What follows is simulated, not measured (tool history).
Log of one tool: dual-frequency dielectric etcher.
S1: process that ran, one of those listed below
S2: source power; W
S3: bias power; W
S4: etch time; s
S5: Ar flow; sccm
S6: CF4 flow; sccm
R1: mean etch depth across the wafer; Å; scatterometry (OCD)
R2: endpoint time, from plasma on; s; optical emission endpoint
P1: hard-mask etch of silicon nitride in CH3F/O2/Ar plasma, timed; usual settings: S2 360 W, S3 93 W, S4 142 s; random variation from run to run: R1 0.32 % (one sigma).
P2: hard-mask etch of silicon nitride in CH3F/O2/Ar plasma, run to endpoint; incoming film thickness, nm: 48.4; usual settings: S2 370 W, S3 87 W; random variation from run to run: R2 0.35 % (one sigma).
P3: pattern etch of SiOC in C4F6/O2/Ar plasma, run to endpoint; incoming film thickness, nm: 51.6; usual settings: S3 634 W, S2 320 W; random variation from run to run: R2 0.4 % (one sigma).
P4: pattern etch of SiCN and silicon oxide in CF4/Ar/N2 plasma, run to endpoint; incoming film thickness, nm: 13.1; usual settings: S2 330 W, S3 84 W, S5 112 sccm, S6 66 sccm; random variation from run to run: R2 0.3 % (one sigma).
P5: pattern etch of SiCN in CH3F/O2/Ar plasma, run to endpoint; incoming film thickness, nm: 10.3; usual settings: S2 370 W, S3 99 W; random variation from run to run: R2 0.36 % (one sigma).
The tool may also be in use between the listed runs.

run   hour  S1   S2   S3    S4   S5  S6      R1      R2
  1    5.5  P1  360   93   142           1071.6
  2   16.5  P4  330   84        159  66          20.666
  3   28.3  P3  320  865                         15.179
  4   36.1  P1  360   93   142           1063.5
  5   42.3  P1  270   93   142           959.18
  6   49.1  P5  370   59                         29.941
  7   60.4  P2  370  113                         63.289
  8     67  P1  360   93    97           727.67
  9   75.5  P4  330   84        112  83          19.066
 10   85.8  P1  360   93   142           1068.5
 11   94.9  P1  360   93   179           1347.5
 12  101.2  P1  360   68   142           959.59
 13  109.8  P3  320  634                         17.379
 14  116.8  P2  370   87                         69.724
 15  125.7  P4  330   84        112  66          19.754
 16  137.6  P1  360   93   142           1071.3
 17  144.8  P4  330   54        112  66          23.175
 18    156  P1  480   93   142           1185.7
 19  162.7  P5  490   99                          22.37
 20  169.3  P4  330   84        112  66          19.679
 21  178.9  P1  360   93   142             1060
 22  187.8  P2  250   87                         80.637
 23  195.7  P4  390   84        112  66          16.933
 24  207.1  P1  360  125   142           1192.9
 25  218.5  P3  320  634                         17.412
 26  227.8  P2  370   87                         69.549
 27  236.6  P3  430  634                         15.607
 28  242.6  P1  220   56   142           742.99
 29  249.1  P1  360  128  82.5           699.48
 30  258.6  P5  370   99                         24.974

The next listed run, before its measurement:
 31  270.4  P1  360  93  142           ?

Run 31 gave R1 1071.5 Å.

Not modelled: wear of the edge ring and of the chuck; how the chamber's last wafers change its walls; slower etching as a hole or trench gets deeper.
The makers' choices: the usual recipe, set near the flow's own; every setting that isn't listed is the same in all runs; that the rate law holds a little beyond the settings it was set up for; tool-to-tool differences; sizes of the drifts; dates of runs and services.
